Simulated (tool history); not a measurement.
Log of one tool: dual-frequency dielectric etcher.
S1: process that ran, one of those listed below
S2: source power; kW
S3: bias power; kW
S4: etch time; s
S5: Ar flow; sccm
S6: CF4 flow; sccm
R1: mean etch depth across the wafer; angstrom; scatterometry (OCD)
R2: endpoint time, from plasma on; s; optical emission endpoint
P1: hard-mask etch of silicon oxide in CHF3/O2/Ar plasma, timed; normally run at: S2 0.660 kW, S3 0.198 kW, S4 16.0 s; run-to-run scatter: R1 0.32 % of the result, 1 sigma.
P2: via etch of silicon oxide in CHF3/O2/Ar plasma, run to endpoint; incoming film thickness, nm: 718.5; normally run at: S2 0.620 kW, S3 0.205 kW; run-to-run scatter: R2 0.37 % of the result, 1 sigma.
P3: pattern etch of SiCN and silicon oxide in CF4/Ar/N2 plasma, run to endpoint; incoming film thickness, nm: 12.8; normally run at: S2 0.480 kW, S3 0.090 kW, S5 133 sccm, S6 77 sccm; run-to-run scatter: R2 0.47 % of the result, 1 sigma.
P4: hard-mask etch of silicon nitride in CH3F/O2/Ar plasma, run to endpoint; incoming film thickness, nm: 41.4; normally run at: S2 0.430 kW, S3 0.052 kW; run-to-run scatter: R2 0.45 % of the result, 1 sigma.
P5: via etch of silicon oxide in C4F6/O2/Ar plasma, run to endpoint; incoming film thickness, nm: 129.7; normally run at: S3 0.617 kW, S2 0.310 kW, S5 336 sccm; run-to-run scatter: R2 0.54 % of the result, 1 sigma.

run 1 hour=9.3 | S1=P1 S2=0.660 S3=0.198 S4=16.0 | R1=335.29
run 2 hour=14.9 | S1=P1 S2=0.450 S3=0.198 S4=16.0 | R1=287.59
run 3 hour=24.2 | S1=P5 S2=0.310 S3=0.617 S5=432 | R2=30.757
run 4 hour=29.8 | S1=P3 S2=0.480 S3=0.090 S5=165 S6=77 | R2=14.226
run 5 hour=40.4 | S1=P3 S2=0.480 S3=0.090 S5=133 S6=77 | R2=13.689
run 6 hour=46.5 | S1=P2 S2=0.880 S3=0.205 | R2=300.710
run 7 hour=53.5 | S1=P3 S2=0.480 S3=0.090 S5=133 S6=77 | R2=13.749
run 8 hour=58.9 | S1=P1 S2=0.660 S3=0.198 S4=16.0 | R1=333.53
run 9 hour=68.3 | S1=P4 S2=0.430 S3=0.064 | R2=61.255
run 10 hour=79.1 | S1=P5 S2=0.310 S3=0.422 S5=336 | R2=34.367
run 11 hour=84.3 | S1=P1 S2=0.660 S3=0.198 S4=9.0 | R1=188.54
run 12 hour=90.7 | S1=P3 S2=0.480 S3=0.108 S5=133 S6=77 | R2=12.968
-- hour=99.4 source power generator calibrated
run 13 hour=101.6 | S1=P1 S2=0.660 S3=0.198 S4=16.0 | R1=334.63
run 14 hour=112.4 | S1=P4 S2=0.430 S3=0.052 | R2=65.732
run 15 hour=123.7 | S1=P1 S2=0.920 S3=0.198 S4=16.0 | R1=378.00
run 16 hour=132.5 | S1=P4 S2=0.520 S3=0.052 | R2=61.102
run 17 hour=142.8 | S1=P1 S2=0.660 S3=0.198 S4=16.0 | R1=336.15
run 18 hour=151.7 | S1=P1 S2=0.660 S3=0.198 S4=22.5 | R1=466.58
run 19 hour=157.6 | S1=P2 S2=0.620 S3=0.205 | R2=345.810
run 20 hour=162.8 | S1=P3 S2=0.650 S3=0.090 S5=133 S6=77 | R2=10.590
run 21 hour=174.2 | S1=P1 S2=0.660 S3=0.116 S4=16.0 | R1=281.27
run 22 hour=183.4 | S1=P5 S2=0.310 S3=0.617 S5=336 | R2=29.919
run 23 hour=189.2 | S1=P1 S2=0.660 S3=0.281 S4=16.0 | R1=378.44
run 24 hour=200.4 | S1=P5 S2=0.430 S3=0.617 S5=336 | R2=26.378
run 25 hour=206.2 | S1=P2 S2=0.620 S3=0.125 | R2=406.590
run 26 hour=211.4 | S1=P1 S2=0.660 S3=0.198 S4=16.0 | R1=333.73
run 27 hour=221.5 | S1=P1 S2=0.520 S3=0.147 S4=16.0 | R1=276.23
run 28 hour=231.7 | S1=P4 S2=0.430 S3=0.052 | R2=65.149
run 29 hour=238.1 | S1=P3 S2=0.480 S3=0.090 S5=133 S6=51 | R2=14.756
run 30 hour=245.8 | S1=P5 S2=0.310 S3=0.617 S5=336 | R2=29.786
run 31 hour=253.8 | S1=P1 S2=0.660 S3=0.198 S4=16.0 | R1=332.75
run 32 hour=261.1 | S1=P1 S2=0.660 S3=0.198 S4=16.0 | R1=332.93
run 33 hour=271.4 | S1=P1 S2=0.660 S3=0.198 S4=16.0 | R1=330.73
run 34 hour=278.1 | S1=P1 S2=0.660 S3=0.198 S4=16.0 | R1=330.19
-- hour=280.0 wet clean of the chamber
run 35 hour=283.4 | S1=P1 S2=0.660 S3=0.198 S4=16.0 | R1=329.27
run 36 hour=292.7 | S1=P1 S2=0.660 S3=0.198 S4=16.0 | R1=327.38
run 37 hour=302.5 | S1=P1 S2=0.660 S3=0.198 S4=16.0 | R1=329.11
run 38 hour=310.0 | S1=P1 S2=0.660 S3=0.198 S4=16.0 | R1=330.09

What P1 gives has crept away from where it was. These 2 causes fit the log equally well, each at the size given:
A: bias power that arrives under what is set, % = 4.77
B: source power that arrives under what is set, % = 4.26
The creep began at about hour 253.8.
Why every other cause is out:
chamber walls in a state that lowers the etch rate, %: serviced at hour 280.0, which brought nothing back

4 check runs are offered, each on 3 wafers whose results are averaged, their results left as question marks. Which one tells the causes apart?
run check 1 hour=317.5 | S1=P4 S2=0.430 S3=0.052 | R2=?
run check 2 hour=317.5 | S1=P2 S2=0.620 S3=0.205 | R2=?
run check 3 hour=317.5 | S1=P5 S2=0.310 S3=0.617 S5=336 | R2=?
run check 4 hour=317.5 | S1=P3 S2=0.480 S3=0.090 S5=133 S6=77 | R2=?

What each check would give under each cause:
check=check_1 result=R2 if_A=66.780 if_B=66.891
check=check_2 result=R2 if_A=351.670 if_B=351.590
check=check_3 result=R2 if_A=30.497 if_B=30.402
check=check_4 result=R2 if_A=14.036 if_B=14.326
How far apart the two closest causes lie, in the result that separates them most: check 1 0.17 %; check 2 0.02 %; check 3 0.31 %; check 4 2.05 %
Only check 4 tells the causes apart: in the others they would give nearly the same result.

Check 4 was then run and gave: R2 14.051 s. Which cause is it?

It is A: bias power that arrives under what is set, %.

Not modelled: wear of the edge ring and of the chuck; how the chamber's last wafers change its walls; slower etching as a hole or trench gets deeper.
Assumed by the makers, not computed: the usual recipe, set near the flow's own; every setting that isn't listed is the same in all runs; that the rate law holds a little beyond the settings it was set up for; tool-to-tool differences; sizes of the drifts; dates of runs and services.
